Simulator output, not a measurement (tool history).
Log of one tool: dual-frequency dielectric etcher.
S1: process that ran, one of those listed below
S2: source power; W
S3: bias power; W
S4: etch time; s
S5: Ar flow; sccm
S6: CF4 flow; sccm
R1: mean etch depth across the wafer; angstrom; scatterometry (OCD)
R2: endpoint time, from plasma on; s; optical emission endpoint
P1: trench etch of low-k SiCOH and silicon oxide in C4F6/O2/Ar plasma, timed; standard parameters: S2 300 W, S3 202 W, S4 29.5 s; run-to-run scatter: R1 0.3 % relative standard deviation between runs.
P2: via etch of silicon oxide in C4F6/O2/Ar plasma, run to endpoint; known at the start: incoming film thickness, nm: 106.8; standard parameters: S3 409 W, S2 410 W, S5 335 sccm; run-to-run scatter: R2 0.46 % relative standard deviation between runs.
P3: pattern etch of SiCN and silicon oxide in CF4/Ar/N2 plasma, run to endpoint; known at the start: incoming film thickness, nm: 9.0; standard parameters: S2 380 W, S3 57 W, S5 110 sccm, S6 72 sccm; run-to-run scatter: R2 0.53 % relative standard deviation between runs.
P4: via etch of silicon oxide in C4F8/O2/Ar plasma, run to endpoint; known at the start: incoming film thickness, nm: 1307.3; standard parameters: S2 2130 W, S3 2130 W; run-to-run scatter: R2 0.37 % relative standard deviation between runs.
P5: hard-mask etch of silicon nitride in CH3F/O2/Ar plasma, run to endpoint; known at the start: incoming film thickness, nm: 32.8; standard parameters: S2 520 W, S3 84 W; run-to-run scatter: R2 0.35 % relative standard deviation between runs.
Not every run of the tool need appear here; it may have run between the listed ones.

| run | day | S1 | S2 | S3 | S4 | S5 | S6 | R1 | R2 |
|---|---|---|---|---|---|---|---|---|---|
| 1 | 0.379 | P1 | 300 | 202 | 29.5 |  |  | 858.3 |  |
| 2 | 0.708 | P3 | 380 | 57 |  | 65 | 72 |  | 12.183 |
| 3 | 0.962 | P5 | 520 | 84 |  |  |  |  | 41.652 |
| 4 | 1.371 | P1 | 300 | 274 | 29.5 |  |  | 955.07 |  |
| 5 | 1.888 | P2 | 410 | 321 |  | 335 |  |  | 28.173 |
| 6 | 2.267 | P2 | 410 | 409 |  | 335 |  |  | 26.016 |
| 7 | 2.742 | P1 | 300 | 202 | 29.5 |  |  | 861.11 |  |
| 8 | 3.279 | P1 | 300 | 202 | 29.5 |  |  | 857.25 |  |
| 9 | 3.796 | P3 | 380 | 57 |  | 110 | 72 |  | 13.274 |
| 10 | 4.125 | P1 | 300 | 136 | 29.5 |  |  | 763.27 |  |
| 11 | 4.525 | P1 | 300 | 202 | 40.5 |  |  | 1190.2 |  |
| 12 | 4.954 | P1 | 300 | 202 | 21.5 |  |  | 628.26 |  |
| 13 | 5.283 | P2 | 410 | 409 |  | 412 |  |  | 26.312 |
| 14 | 5.8 | P3 | 380 | 38 |  | 110 | 72 |  | 14.986 |
| 15 | 6.221 | P1 | 420 | 202 | 29.5 |  |  | 980.46 |  |
| 16 | 6.688 | P1 | 300 | 255 | 41.5 |  |  | 1305.8 |  |
| 17 | 6.967 | P5 | 520 | 63 |  |  |  |  | 45.179 |
| 18 | 7.246 | P1 | 170 | 255 | 29.5 |  |  | 751.92 |  |
| 19 | 7.638 | P3 | 270 | 57 |  | 110 | 72 |  | 17.847 |
| 20 | 8.175 | P4 | 2130 | 2960 |  |  |  |  | 219.19 |
| 21 | 8.538 | P4 | 2130 | 2130 |  |  |  |  | 242.51 |
| 22 | 9.025 | P1 | 300 | 202 | 29.5 |  |  | 864.28 |  |
| 23 | 9.3 | P1 | 220 | 202 | 29.5 |  |  | 765.46 |  |
| 24 | 9.65 | P2 | 280 | 409 |  | 335 |  |  | 29.805 |
| 25 | 10.108 | P4 | 1480 | 2130 |  |  |  |  | 279.24 |
| 26 | 10.538 | P3 | 380 | 57 |  | 110 | 53 |  | 13.973 |
| 27 | 10.779 | P5 | 690 | 84 |  |  |  |  | 36.978 |
| 28 | 11.15 | P1 | 300 | 202 | 29.5 |  |  | 863.22 |  |
| 29 | 11.571 | P1 | 300 | 202 | 29.5 |  |  | 861.22 |  |
| 30 | 12.038 | P1 | 300 | 202 | 29.5 |  |  | 865.91 |  |
| 31 | 12.6 | P1 | 300 | 202 | 29.5 |  |  | 872.76 |  |
| 32 | 13.021 | P1 | 300 | 202 | 29.5 |  |  | 873.59 |  |
|  | 13.442 | wet clean of the chamber |
| 33 | 13.512 | P1 | 300 | 202 | 29.5 |  |  | 873.47 |  |
| 34 | 13.929 | P1 | 300 | 202 | 29.5 |  |  | 874.95 |  |
| 35 | 14.229 | P1 | 300 | 202 | 29.5 |  |  | 870.61 |  |
| 36 | 14.679 | P1 | 300 | 202 | 29.5 |  |  | 874.79 |  |
| 37 | 15.162 | P1 | 300 | 202 | 29.5 |  |  | 875.6 |  |

P1 has crept away from where it was. The log is fitted equally well by each of these 2 causes, at the sizes shown:
A: bias power that arrives over what is set, % = 4.67
B: source power that arrives over what is set, % = 4.01
The gradual shift began around day 11.15.
Every other cause this tool's parts could produce, and why it does not fit the log:
chamber walls in a state that raises the etch rate, %: was serviced at day 13.442, once the creep was under way, yet the earlier output never came back

Consider the 4 check runs below, whose results appear as question marks and each of which averages 5 wafers. Which one distinguishes the causes, in that each cause would give it a clearly different result?
| check 1 | 15.646 | P5 | 660 | 68 |  |  |  |  | ? |
| check 2 | 15.646 | P3 | 380 | 57 |  | 67 | 57 |  | ? |
| check 3 | 15.646 | P4 | 1520 | 2891 |  |  |  |  | ? |
| check 4 | 15.646 | P2 | 310 | 409 |  | 335 |  |  | ? |

Expected result of each check under each candidate cause:
| check | result | if A | if B |
|---|---|---|---|
| check 1 | R2 | 39.825 | 39.813 |
| check 2 | R2 | 12.487 | 12.233 |
| check 3 | R2 | 247.81 | 247.59 |
| check 4 | R2 | 28.159 | 28.223 |
Gap, in per cent, between the two causes that each check separates least, read from the result that separates them most: check 1 0.03 %; check 2 2.06 %; check 3 0.09 %; check 4 0.23 %
The causes can be told apart only by check 2. The other checks would give nearly the same results under each of them.

Running check 2 produced the following: R2 12.264 s. Which one of the listed causes fits?

The correct cause is B, namely: source power that arrives over what is set, %.
